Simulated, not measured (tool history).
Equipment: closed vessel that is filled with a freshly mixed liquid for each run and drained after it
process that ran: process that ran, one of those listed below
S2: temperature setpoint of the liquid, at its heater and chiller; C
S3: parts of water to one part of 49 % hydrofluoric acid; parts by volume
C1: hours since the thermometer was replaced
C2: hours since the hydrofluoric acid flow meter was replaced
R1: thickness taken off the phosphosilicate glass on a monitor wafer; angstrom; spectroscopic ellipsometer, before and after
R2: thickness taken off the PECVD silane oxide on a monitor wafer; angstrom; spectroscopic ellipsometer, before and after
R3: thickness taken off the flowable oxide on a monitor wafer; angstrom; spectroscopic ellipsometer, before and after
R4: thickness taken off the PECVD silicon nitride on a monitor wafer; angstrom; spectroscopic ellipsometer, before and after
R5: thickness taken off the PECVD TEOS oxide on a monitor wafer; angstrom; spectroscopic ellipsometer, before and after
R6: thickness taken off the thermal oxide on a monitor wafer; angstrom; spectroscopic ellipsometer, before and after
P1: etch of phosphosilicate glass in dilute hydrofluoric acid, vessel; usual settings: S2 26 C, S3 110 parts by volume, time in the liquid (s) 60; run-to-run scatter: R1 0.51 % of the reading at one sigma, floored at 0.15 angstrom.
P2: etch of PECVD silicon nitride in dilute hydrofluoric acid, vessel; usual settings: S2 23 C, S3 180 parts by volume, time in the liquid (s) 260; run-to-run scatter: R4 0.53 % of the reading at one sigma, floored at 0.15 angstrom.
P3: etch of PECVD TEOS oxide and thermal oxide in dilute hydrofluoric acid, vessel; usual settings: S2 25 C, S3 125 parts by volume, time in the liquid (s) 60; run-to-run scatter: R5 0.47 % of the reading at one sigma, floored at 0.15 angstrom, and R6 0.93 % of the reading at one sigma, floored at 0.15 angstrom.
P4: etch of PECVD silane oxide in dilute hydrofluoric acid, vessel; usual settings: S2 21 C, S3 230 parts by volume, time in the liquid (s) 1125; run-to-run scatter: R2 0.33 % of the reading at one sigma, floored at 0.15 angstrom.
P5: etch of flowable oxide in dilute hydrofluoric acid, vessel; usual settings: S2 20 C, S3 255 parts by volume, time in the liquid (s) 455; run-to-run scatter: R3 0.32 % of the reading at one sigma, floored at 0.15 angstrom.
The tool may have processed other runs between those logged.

{"run": 1, "hour": 8.8, "process that ran": "P1", "S2": 26, "S3": 110, "time in the liquid (s)": 60, "C1": 446.4, "C2": 1035.5, "R1": 1189.3}
{"run": 2, "hour": 17.8, "process that ran": "P4", "S2": 21, "S3": 45, "time in the liquid (s)": 1125, "C1": 455.4, "C2": 1044.5, "R2": 3487.5}
{"run": 3, "hour": 28.7, "process that ran": "P5", "S2": 17, "S3": 255, "time in the liquid (s)": 455, "C1": 466.3, "C2": 1055.4, "R3": 379.26}
{"run": 4, "hour": 39.0, "process that ran": "P1", "S2": 26, "S3": 110, "time in the liquid (s)": 30, "C1": 476.6, "C2": 1065.7, "R1": 602.27}
{"run": 5, "hour": 46.7, "process that ran": "P2", "S2": 23, "S3": 70, "time in the liquid (s)": 260, "C1": 484.3, "C2": 1073.4, "R4": 195.46}
{"run": 6, "hour": 54.6, "process that ran": "P1", "S2": 31, "S3": 110, "time in the liquid (s)": 30, "C1": 492.2, "C2": 1081.3, "R1": 726.97}
{"run": 7, "hour": 69.3, "process that ran": "P1", "S2": 26, "S3": 110, "time in the liquid (s)": 60, "C1": 506.9, "C2": 1096, "R1": 1198.3}
{"run": 8, "hour": 80.1, "process that ran": "P5", "S2": 20, "S3": 255, "time in the liquid (s)": 770, "C1": 517.7, "C2": 1106.8, "R3": 724.3}
{"run": 9, "hour": 94.0, "process that ran": "P1", "S2": 26, "S3": 110, "time in the liquid (s)": 60, "C1": 531.6, "C2": 1120.7, "R1": 1205.8}
{"run": 10, "hour": 104.3, "process that ran": "P3", "S2": 25, "S3": 125, "time in the liquid (s)": 60, "C1": 541.9, "C2": 1131, "R5": 71.693, "R6": 23.255}
{"run": 11, "hour": 118.4, "process that ran": "P4", "S2": 21, "S3": 230, "time in the liquid (s)": 305, "C1": 556, "C2": 1145.1, "R2": 152.21}
{"run": 12, "hour": 127.5, "process that ran": "P3", "S2": 17, "S3": 125, "time in the liquid (s)": 60, "C1": 565.1, "C2": 1154.2, "R5": 51.962, "R6": 16.867}
{"run": 13, "hour": 137.5, "process that ran": "P1", "S2": 21.5, "S3": 155, "time in the liquid (s)": 60, "C1": 575.1, "C2": 1164.2, "R1": 679.57}
{"run": 14, "hour": 144.9, "process that ran": "P2", "S2": 23, "S3": 180, "time in the liquid (s)": 260, "C1": 582.5, "C2": 1171.6, "R4": 77.562}
{"run": 15, "hour": 153.4, "process that ran": "P2", "S2": 23, "S3": 180, "time in the liquid (s)": 260, "C1": 591, "C2": 1180.1, "R4": 77.465}
{"run": 16, "hour": 162.9, "process that ran": "P1", "S2": 21, "S3": 110, "time in the liquid (s)": 60, "C1": 600.5, "C2": 1189.6, "R1": 986.49}
{"run": 17, "hour": 171.8, "process that ran": "P2", "S2": 23, "S3": 180, "time in the liquid (s)": 80, "C1": 609.4, "C2": 1198.5, "R4": 23.953}
{"run": 18, "hour": 182.6, "process that ran": "P3", "S2": 25, "S3": 50, "time in the liquid (s)": 60, "C1": 620.2, "C2": 1209.3, "R5": 199.85, "R6": 63.503}
{"run": 19, "hour": 191.4, "process that ran": "P4", "S2": 21, "S3": 230, "time in the liquid (s)": 1125, "C1": 629, "C2": 1218.1, "R2": 558.9}
{"run": 20, "hour": 200.9, "process that ran": "P1", "S2": 26, "S3": 110, "time in the liquid (s)": 60, "C1": 638.5, "C2": 1227.6, "R1": 1187.7}
{"run": 21, "hour": 210.2, "process that ran": "P1", "S2": 26, "S3": 110, "time in the liquid (s)": 110, "C1": 647.8, "C2": 1236.9, "R1": 2189.3}
{"run": 22, "hour": 219.1, "process that ran": "P5", "S2": 20, "S3": 400, "time in the liquid (s)": 455, "C1": 656.7, "C2": 1245.8, "R3": 238.27}
{"run": 23, "hour": 232.6, "process that ran": "P1", "S2": 26, "S3": 110, "time in the liquid (s)": 60, "C1": 670.2, "C2": 1259.3, "R1": 1197.6}
{"run": 24, "hour": 240.5, "process that ran": "P4", "S2": 29, "S3": 230, "time in the liquid (s)": 1125, "C1": 678.1, "C2": 1267.2, "R2": 741.37}
{"run": 25, "hour": 252.1, "process that ran": "P1", "S2": 34, "S3": 110, "time in the liquid (s)": 60, "C1": 689.7, "C2": 1278.8, "R1": 1600.7}
{"run": 26, "hour": 258.6, "process that ran": "P1", "S2": 26, "S3": 110, "time in the liquid (s)": 60, "C1": 696.2, "C2": 1285.3, "R1": 1192.4}
{"run": 27, "hour": 268.2, "process that ran": "P1", "S2": 26, "S3": 30, "time in the liquid (s)": 60, "C1": 705.8, "C2": 1294.9, "R1": 4888.8}
{"run": 28, "hour": 276.9, "process that ran": "P1", "S2": 26, "S3": 185, "time in the liquid (s)": 60, "C1": 714.5, "C2": 1303.6, "R1": 654.24}
{"run": 29, "hour": 284.2, "process that ran": "P2", "S2": 28.5, "S3": 180, "time in the liquid (s)": 260, "C1": 721.8, "C2": 1310.9, "R4": 110.32}
{"run": 30, "hour": 293.1, "process that ran": "P3", "S2": 25, "S3": 125, "time in the liquid (s)": 110, "C1": 730.7, "C2": 1319.8, "R5": 131.36, "R6": 43.408}
{"run": 31, "hour": 307.9, "process that ran": "P5", "S2": 20, "S3": 255, "time in the liquid (s)": 455, "C1": 745.5, "C2": 1334.6, "R3": 426.48}
{"run": 32, "hour": 320.8, "process that ran": "P1", "S2": 26, "S3": 110, "time in the liquid (s)": 60, "C1": 758.4, "C2": 1347.5, "R1": 1208.2}
{"run": 33, "hour": 330.2, "process that ran": "P1", "S2": 26, "S3": 110, "time in the liquid (s)": 60, "C1": 767.8, "C2": 1356.9, "R1": 1181.7}
{"run": 34, "hour": 342.8, "process that ran": "P1", "S2": 26, "S3": 110, "time in the liquid (s)": 60, "C1": 780.4, "C2": 1369.5, "R1": 1174.5}
{"run": 35, "hour": 352.3, "process that ran": "P1", "S2": 26, "S3": 110, "time in the liquid (s)": 60, "C1": 789.9, "C2": 1379, "R1": 1146}
{"run": 36, "hour": 361.2, "process that ran": "P1", "S2": 26, "S3": 110, "time in the liquid (s)": 60, "C1": 798.8, "C2": 1387.9, "R1": 1144.5}
{"run": 37, "hour": 370.2, "process that ran": "P1", "S2": 26, "S3": 110, "time in the liquid (s)": 60, "C1": 807.8, "C2": 1396.9, "R1": 1148.7}
{"run": 38, "hour": 382.2, "process that ran": "P1", "S2": 26, "S3": 110, "time in the liquid (s)": 60, "C1": 819.8, "C2": 1408.9, "R1": 1140.7}
{"run": 39, "hour": 395.8, "process that ran": "P1", "S2": 26, "S3": 110, "time in the liquid (s)": 60, "C1": 833.4, "C2": 1422.5, "R1": 1139.4}
{"run": 40, "hour": 408.9, "process that ran": "P1", "S2": 26, "S3": 110, "time in the liquid (s)": 60, "C1": 846.5, "C2": 1435.6, "R1": 1143.2}
{"run": 41, "hour": 421.7, "process that ran": "P1", "S2": 26, "S3": 110, "time in the liquid (s)": 60, "C1": 859.3, "C2": 1448.4, "R1": 1134.8}
{"run": 42, "hour": 435.0, "process that ran": "P1", "S2": 26, "S3": 110, "time in the liquid (s)": 60, "C1": 872.6, "C2": 1461.7, "R1": 1130.6}
{"run": 43, "hour": 448.9, "process that ran": "P1", "S2": 26, "S3": 110, "time in the liquid (s)": 60, "C1": 886.5, "C2": 1475.6, "R1": 1130.9}

P1 no longer gives what it gave before; its output has crept away from where it was. The following 2 causes, each at its listed size, fit the log equally well:
A: hydrofluoric acid flow below the setpoint (%) = 4.9
B: liquid colder than its thermometer reads (K) = 1.48
The gradual shift began around hour 320.8.

4 check runs are offered, each on 2 wafers whose results are averaged, their results left as question marks. Which one tells the causes apart?
{"run": "check 1", "hour": 462.8, "process that ran": "P4", "S2": 21, "S3": 230, "time in the liquid (s)": 380, "R2": "?"}
{"run": "check 2", "hour": 462.8, "process that ran": "P5", "S2": 17, "S3": 255, "time in the liquid (s)": 455, "R3": "?"}
{"run": "check 3", "hour": 462.8, "process that ran": "P3", "S2": 17.5, "S3": 125, "time in the liquid (s)": 95, "R5": "?", "R6": "?"}
{"run": "check 4", "hour": 462.8, "process that ran": "P2", "S2": 23, "S3": 180, "time in the liquid (s)": 125, "R4": "?"}

What every check run would give for each of its results, assuming each possible cause in turn:
check=check_1 result=R2 if_A=177.62 if_B=178.64
check=check_2 result=R3 if_A=356.73 if_B=358.07
check=check_3 result=R5 if_A=79.524 if_B=79.133
check=check_3 result=R6 if_A=25.81 if_B=25.683
check=check_4 result=R4 if_A=35.522 if_B=33.913
Separation of the two closest causes in each check, using whichever result separates them best: check 1 0.57 %; check 2 0.37 %; check 3 0.49 %; check 4 4.63 %
Check 4 tells the causes apart: in the others they would give nearly the same result.

Check 4 has now been run. It gave: R4 35.557 angstrom. Which of the candidate causes is it?

The correct cause is A, namely: hydrofluoric acid flow below the setpoint (%).
